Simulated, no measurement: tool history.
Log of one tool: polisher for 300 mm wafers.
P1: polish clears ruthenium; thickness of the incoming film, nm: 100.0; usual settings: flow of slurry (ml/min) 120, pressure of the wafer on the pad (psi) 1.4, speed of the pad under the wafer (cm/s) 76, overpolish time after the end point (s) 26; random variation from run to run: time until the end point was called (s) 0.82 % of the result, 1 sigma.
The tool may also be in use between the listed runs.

run,hour,flow of slurry (ml/min),pressure of the wafer on the pad (psi),speed of the pad under the wafer (cm/s),overpolish time after the end point (s),wafers polished on this pad,hours since the slurry nozzle was cleaned,hours since the head pressure was calibrated,time until the end point was called (s)
1,6.9,120,1.4,76,26,333,189.2,255.4,170.2
2,11.1,120,1.4,76,26,353,193.4,259.6,169.52
3,16.7,120,1.4,76,26,379,199,265.2,169.65
4,25.1,120,1.4,44,26,419,207.4,273.6,295.4
5,33.2,120,1.4,118,26,457,215.5,281.7,109.17
6,37.8,70,1.4,76,26,479,220.1,286.3,197.92
7,44.7,120,0.6,76,26,511,227,293.2,399.7
8,53,70,0.7,76,26,550,235.3,301.5,394.72
9,59,170,1.4,76,26,578,241.3,307.5,161.27
10,65.3,120,1.4,76,8,608,247.6,313.8,168.68
11,70.5,120,1.4,76,26,632,252.8,319,170.37
12,78,120,2.1,76,26,667,260.3,326.5,113.42
13,84.1,120,1.4,76,49,696,266.4,332.6,168.75
14,92.1,165,1.4,116,26,734,274.4,340.6,104.83
15,96.9,120,1.4,76,26,756,279.2,345.4,170.45
16,103.5,120,1.4,76,26,787,285.8,352,176.52
17,108.7,120,1.4,76,26,812,291,357.2,184.15
18,115.2,120,1.4,76,26,842,297.5,363.7,183.6
19,121.3,120,1.4,76,26,871,303.6,369.8,187.87
# hour 124.1: head pressure recalibrated
20,128.3,120,1.4,76,26,904,310.6,4.2,190.9
21,136.3,120,1.4,76,26,941,318.6,12.2,187.84

What P1 gives has crept away from where it was. These 2 causes fit the log equally well, each at the size given:
A: slurry flow missing at the pad, % = 35
B: removal rate lost through wear of the pad, % = 10.5
The creep began at about hour 96.9.
Why every other cause is out:
head's pressure below its setpoint, %: serviced at hour 124.1, which brought nothing back

4 check runs are offered, each on 2 wafers whose results are averaged, their results left as question marks. Which one tells the causes apart?
check 1,144.3,80,1.9,76,26,,,,?
check 2,144.3,120,1.4,118,48,,,,?
check 3,144.3,120,2,110,26,,,,?
check 4,144.3,120,0.7,116,26,,,,?

What each check would give under each cause:
check,result,if A,if B
check 1,time until the end point was called (s),162.53,155.3
check 2,time until the end point was called (s),122.44,122.42
check 3,time until the end point was called (s),91.938,91.926
check 4,time until the end point was called (s),249.09,249.06
How far apart the two closest causes lie, in the result that separates them most: check 1 4.55 %; check 2 0.01 %; check 3 0.01 %; check 4 0.01 %
Check 1 tells the causes apart: in the others they would give nearly the same result.

Check 1 was then run and gave: time until the end point was called (s) 162.79. Which cause is it?

It is A: slurry flow missing at the pad, %.
